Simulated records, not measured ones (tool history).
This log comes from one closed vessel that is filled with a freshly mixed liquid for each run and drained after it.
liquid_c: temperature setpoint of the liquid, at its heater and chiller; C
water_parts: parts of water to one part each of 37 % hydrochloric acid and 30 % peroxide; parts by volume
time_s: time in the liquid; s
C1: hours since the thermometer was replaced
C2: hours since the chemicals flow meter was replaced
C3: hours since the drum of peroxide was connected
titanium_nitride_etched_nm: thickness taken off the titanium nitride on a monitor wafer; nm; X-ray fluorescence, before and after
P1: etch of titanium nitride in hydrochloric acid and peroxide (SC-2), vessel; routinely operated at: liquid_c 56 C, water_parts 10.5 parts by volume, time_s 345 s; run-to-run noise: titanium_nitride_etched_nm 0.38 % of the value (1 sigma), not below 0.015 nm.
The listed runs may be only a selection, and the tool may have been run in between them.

{"run": 1, "hour": 9.3, "liquid_c": 56, "water_parts": 10.5, "time_s": 345, "C1": 1096, "C2": 761.8, "C3": 210, "titanium_nitride_etched_nm": 22.477}
{"run": 2, "hour": 20.6, "liquid_c": 56, "water_parts": 10.5, "time_s": 345, "C1": 1107.3, "C2": 773.1, "C3": 221.3, "titanium_nitride_etched_nm": 22.622}
{"run": 3, "hour": 30.7, "liquid_c": 56, "water_parts": 15, "time_s": 195, "C1": 1117.4, "C2": 783.2, "C3": 231.4, "titanium_nitride_etched_nm": 9.2718}
{"run": 4, "hour": 39.9, "liquid_c": 49, "water_parts": 4, "time_s": 345, "C1": 1126.6, "C2": 792.4, "C3": 240.6, "titanium_nitride_etched_nm": 29.497}
{"run": 5, "hour": 50.4, "liquid_c": 56, "water_parts": 16, "time_s": 345, "C1": 1137.1, "C2": 802.9, "C3": 251.1, "titanium_nitride_etched_nm": 15.658}
{"run": 6, "hour": 62.5, "liquid_c": 56, "water_parts": 4, "time_s": 345, "C1": 1149.2, "C2": 815, "C3": 263.2, "titanium_nitride_etched_nm": 46.817}
{"run": 7, "hour": 73.3, "liquid_c": 56, "water_parts": 10.5, "time_s": 640, "C1": 1160, "C2": 825.8, "C3": 274, "titanium_nitride_etched_nm": 41.582}
{"run": 8, "hour": 79.4, "liquid_c": 56, "water_parts": 10.5, "time_s": 345, "C1": 1166.1, "C2": 831.9, "C3": 280.1, "titanium_nitride_etched_nm": 22.431}
{"run": 9, "hour": 85.9, "liquid_c": 56, "water_parts": 10.5, "time_s": 345, "C1": 1172.6, "C2": 838.4, "C3": 286.6, "titanium_nitride_etched_nm": 22.607}
{"hour": 94.3, "done": "chemicals flow meter replaced"}
{"run": 10, "hour": 97.3, "liquid_c": 72, "water_parts": 10.5, "time_s": 345, "C1": 1184, "C2": 3.1, "C3": 298, "titanium_nitride_etched_nm": 59.997}
{"run": 11, "hour": 106.7, "liquid_c": 56, "water_parts": 10.5, "time_s": 100, "C1": 1193.4, "C2": 12.5, "C3": 307.4, "titanium_nitride_etched_nm": 6.4659}
{"run": 12, "hour": 117.6, "liquid_c": 41, "water_parts": 10.5, "time_s": 345, "C1": 1204.3, "C2": 23.4, "C3": 318.3, "titanium_nitride_etched_nm": 8.1795}

Expected results for the next run?
{"run": 13, "hour": 129.1, "liquid_c": 56, "water_parts": 10.5, "time_s": 345, "C1": 1215.8, "C2": 34.9, "C3": 329.8, "titanium_nitride_etched_nm": "?"}

Logged for run 13: titanium_nitride_etched_nm 22.594 nm.

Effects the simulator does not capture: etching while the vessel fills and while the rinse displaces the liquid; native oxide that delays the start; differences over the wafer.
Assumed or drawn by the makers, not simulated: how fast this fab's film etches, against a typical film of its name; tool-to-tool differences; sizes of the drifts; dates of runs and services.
